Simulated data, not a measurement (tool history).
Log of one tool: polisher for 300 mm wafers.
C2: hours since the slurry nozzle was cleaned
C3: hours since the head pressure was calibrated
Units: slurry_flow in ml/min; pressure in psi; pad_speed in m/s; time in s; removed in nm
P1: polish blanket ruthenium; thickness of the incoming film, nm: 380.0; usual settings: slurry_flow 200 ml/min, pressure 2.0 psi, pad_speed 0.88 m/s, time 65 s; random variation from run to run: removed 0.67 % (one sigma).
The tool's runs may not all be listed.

run 1 hour=8.7 | slurry_flow=200 pressure=2.0 pad_speed=0.88 time=65 | wafers_polished_on_this_pad=623 C2=450.6 C3=453.1 | removed=60.202
run 2 hour=16.3 | slurry_flow=200 pressure=2.0 pad_speed=0.88 time=65 | wafers_polished_on_this_pad=671 C2=458.2 C3=460.7 | removed=60.490
run 3 hour=27.3 | slurry_flow=200 pressure=2.0 pad_speed=0.88 time=65 | wafers_polished_on_this_pad=739 C2=469.2 C3=471.7 | removed=60.879
run 4 hour=37.3 | slurry_flow=200 pressure=0.9 pad_speed=0.88 time=65 | wafers_polished_on_this_pad=802 C2=479.2 C3=481.7 | removed=27.080
run 5 hour=47.2 | slurry_flow=200 pressure=2.0 pad_speed=0.88 time=65 | wafers_polished_on_this_pad=864 C2=489.1 C3=491.6 | removed=60.499
run 6 hour=54.9 | slurry_flow=200 pressure=2.0 pad_speed=0.42 time=65 | wafers_polished_on_this_pad=912 C2=496.8 C3=499.3 | removed=28.918
run 7 hour=67.5 | slurry_flow=120 pressure=2.0 pad_speed=0.88 time=65 | wafers_polished_on_this_pad=991 C2=509.4 C3=511.9 | removed=54.554
run 8 hour=79.2 | slurry_flow=250 pressure=2.0 pad_speed=0.88 time=31 | wafers_polished_on_this_pad=1064 C2=521.1 C3=523.6 | removed=29.502
run 9 hour=91.9 | slurry_flow=305 pressure=2.0 pad_speed=0.88 time=65 | wafers_polished_on_this_pad=1143 C2=533.8 C3=536.3 | removed=62.734
run 10 hour=107.0 | slurry_flow=200 pressure=2.9 pad_speed=0.88 time=65 | wafers_polished_on_this_pad=1237 C2=548.9 C3=551.4 | removed=87.307
run 11 hour=120.9 | slurry_flow=200 pressure=2.0 pad_speed=0.88 time=65 | wafers_polished_on_this_pad=1324 C2=562.8 C3=565.3 | removed=60.460
run 12 hour=131.4 | slurry_flow=200 pressure=2.0 pad_speed=0.88 time=93 | wafers_polished_on_this_pad=1390 C2=573.3 C3=575.8 | removed=86.928
run 13 hour=139.0 | slurry_flow=200 pressure=2.0 pad_speed=1.36 time=65 | wafers_polished_on_this_pad=1437 C2=580.9 C3=583.4 | removed=93.596
run 14 hour=147.4 | slurry_flow=200 pressure=2.0 pad_speed=0.88 time=65 | wafers_polished_on_this_pad=1490 C2=589.3 C3=591.8 | removed=60.607
run 15 hour=159.4 | slurry_flow=200 pressure=2.0 pad_speed=0.88 time=36 | wafers_polished_on_this_pad=1565 C2=601.3 C3=603.8 | removed=33.524
run 16 hour=174.2 | slurry_flow=200 pressure=2.0 pad_speed=0.88 time=65 | wafers_polished_on_this_pad=1657 C2=616.1 C3=618.6 | removed=60.087
run 17 hour=188.6 | slurry_flow=200 pressure=2.0 pad_speed=0.88 time=65 | wafers_polished_on_this_pad=1747 C2=630.5 C3=633.0 | removed=59.309
run 18 hour=199.9 | slurry_flow=200 pressure=2.0 pad_speed=0.88 time=65 | wafers_polished_on_this_pad=1818 C2=641.8 C3=644.3 | removed=58.173
run 19 hour=212.7 | slurry_flow=200 pressure=2.0 pad_speed=0.88 time=65 | wafers_polished_on_this_pad=1898 C2=654.6 C3=657.1 | removed=57.280
-- hour=224.3 worn pad replaced by a new one
run 20 hour=227.2 | slurry_flow=200 pressure=2.0 pad_speed=0.88 time=65 | wafers_polished_on_this_pad=18 C2=669.1 C3=671.6 | removed=56.743
run 21 hour=234.7 | slurry_flow=200 pressure=2.0 pad_speed=0.88 time=65 | wafers_polished_on_this_pad=65 C2=676.6 C3=679.1 | removed=56.845
run 22 hour=241.8 | slurry_flow=200 pressure=2.0 pad_speed=0.88 time=65 | wafers_polished_on_this_pad=109 C2=683.7 C3=686.2 | removed=57.109
run 23 hour=250.6 | slurry_flow=200 pressure=2.0 pad_speed=0.88 time=65 | wafers_polished_on_this_pad=164 C2=692.5 C3=695.0 | removed=56.973
run 24 hour=258.6 | slurry_flow=200 pressure=2.0 pad_speed=0.88 time=65 | wafers_polished_on_this_pad=214 C2=700.5 C3=703.0 | removed=56.121

The next listed run, before its measurement:
run 25 hour=267.1 | slurry_flow=200 pressure=2.0 pad_speed=0.88 time=65 | wafers_polished_on_this_pad=267 C2=709.0 C3=711.5 | removed=?

{"run 25": {"removed": 56.28}}

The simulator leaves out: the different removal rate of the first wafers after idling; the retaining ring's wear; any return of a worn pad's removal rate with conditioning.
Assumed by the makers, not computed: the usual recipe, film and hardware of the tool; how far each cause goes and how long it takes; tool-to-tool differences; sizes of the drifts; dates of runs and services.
